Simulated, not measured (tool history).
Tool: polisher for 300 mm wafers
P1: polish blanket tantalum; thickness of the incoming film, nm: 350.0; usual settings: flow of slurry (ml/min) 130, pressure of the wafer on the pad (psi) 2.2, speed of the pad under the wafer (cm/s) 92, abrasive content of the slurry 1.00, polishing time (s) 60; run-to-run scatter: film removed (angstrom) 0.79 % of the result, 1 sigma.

run   hour  flow of slurry (ml/min)  pressure of the wafer on the pad (psi)  speed of the pad under the wafer (cm/s)  abrasive content of the slurry  polishing time (s)  wafers polished on this pad  hours since the slurry nozzle was cleaned  hours since the head pressure was calibrated  hours since the slurry blender was calibrated  film removed (angstrom)
  1   13.5                      130                                     2.2                                       92                            1.00                  60                          727                                      271.5                                         193.5                                          147.6                  1203.00
  2   20.6                      130                                     2.2                                       92                            1.00                  60                          828                                      278.6                                         200.6                                          154.7                  1207.90
  3   27.3                      130                                     2.2                                       92                            0.70                  60                          924                                      285.3                                         207.3                                          161.4                  1080.30
  4   33.8                      130                                     2.2                                       92                            1.00                  45                         1017                                      291.8                                         213.8                                          167.9                   912.59
  5   40.5                      130                                     2.2                                       54                            1.00                  60                         1112                                      298.5                                         220.5                                          174.6                   706.54
  6   51.3                      130                                     3.4                                       92                            1.00                  60                         1267                                      309.3                                         231.3                                          185.4                  1853.30
  7   64.0                      130                                     2.2                                       92                            1.00                  60                         1448                                      322.0                                         244.0                                          198.1                  1208.80
  8   75.2                       80                                     2.2                                       92                            1.00                  60                         1608                                      333.2                                         255.2                                          209.3                  1065.00
  9   81.7                      130                                     2.2                                       92                            1.00                  60                         1700                                      339.7                                         261.7                                          215.8                  1208.90
 10   90.9                      130                                     2.2                                      130                            0.65                  60                         1832                                      348.9                                         270.9                                          225.0                  1488.90
 11  102.6                      130                                     2.2                                       92                            1.00                  60                         1999                                      360.6                                         282.6                                          236.7                  1222.50
 12  111.7                      130                                     2.2                                       92                            1.00                  60                         2129                                      369.7                                         291.7                                          245.8                  1201.30
 13  125.1                      200                                     2.2                                       92                            1.00                  60                         2320                                      383.1                                         305.1                                          259.2                  1311.90
     130.6  -- slurry nozzle cleaned
 14  139.1                      130                                     2.2                                       92                            1.30                  60                         2520                                        8.6                                         319.1                                          273.2                  1291.20
 15  147.2                      130                                     2.2                                       92                            1.00                  75                         2635                                       16.7                                         327.2                                          281.3                  1505.60
 16  160.0                      130                                     1.0                                       92                            1.00                  60                         2818                                       29.5                                         340.0                                          294.1                   550.46
 17  173.4                      130                                     2.2                                      144                            1.00                  60                         3009                                       42.9                                         353.4                                          307.5                  1906.10
 18  186.4                      130                                     2.2                                       92                            1.00                  60                         3195                                       55.9                                         366.4                                          320.5                  1212.30
 19  192.9                      130                                     2.2                                       92                            1.00                  60                         3288                                       62.4                                         372.9                                          327.0                  1176.00
 20  199.6                      130                                     2.2                                       92                            1.00                  60                         3383                                       69.1                                         379.6                                          333.7                  1146.60
 21  212.7                      130                                     2.2                                       92                            1.00                  60                         3570                                       82.2                                         392.7                                          346.8                  1147.70
 22  226.0                      130                                     2.2                                       92                            1.00                  60                         3760                                       95.5                                         406.0                                          360.1                  1112.20
     236.5  -- head pressure recalibrated
 23  238.3                      130                                     2.2                                       92                            1.00                  60                         3936                                      107.8                                           1.8                                          372.4                  1095.50
     243.7  -- slurry blender recalibrated
 24  244.9                      130                                     2.2                                       92                            1.00                  60                         4030                                      114.4                                           8.4                                            1.3                  1112.80
 25  253.9                      130                                     2.2                                       92                            1.00                  60                         4158                                      123.4                                          17.4                                           10.3                  1105.80
 26  267.7                      130                                     2.2                                       92                            1.00                  60                         4355                                      137.2                                          31.2                                           24.1                  1077.70
 27  274.5                      130                                     2.2                                       92                            1.00                  60                         4452                                      144.0                                          38.0                                           30.9                  1094.50

Forecast run 28:
 28  286.6                      130                                     2.2                                       92                            1.00                  60                         4625                                      156.1                                          50.1                                           43.0                        ?

film removed (angstrom): 1098.70
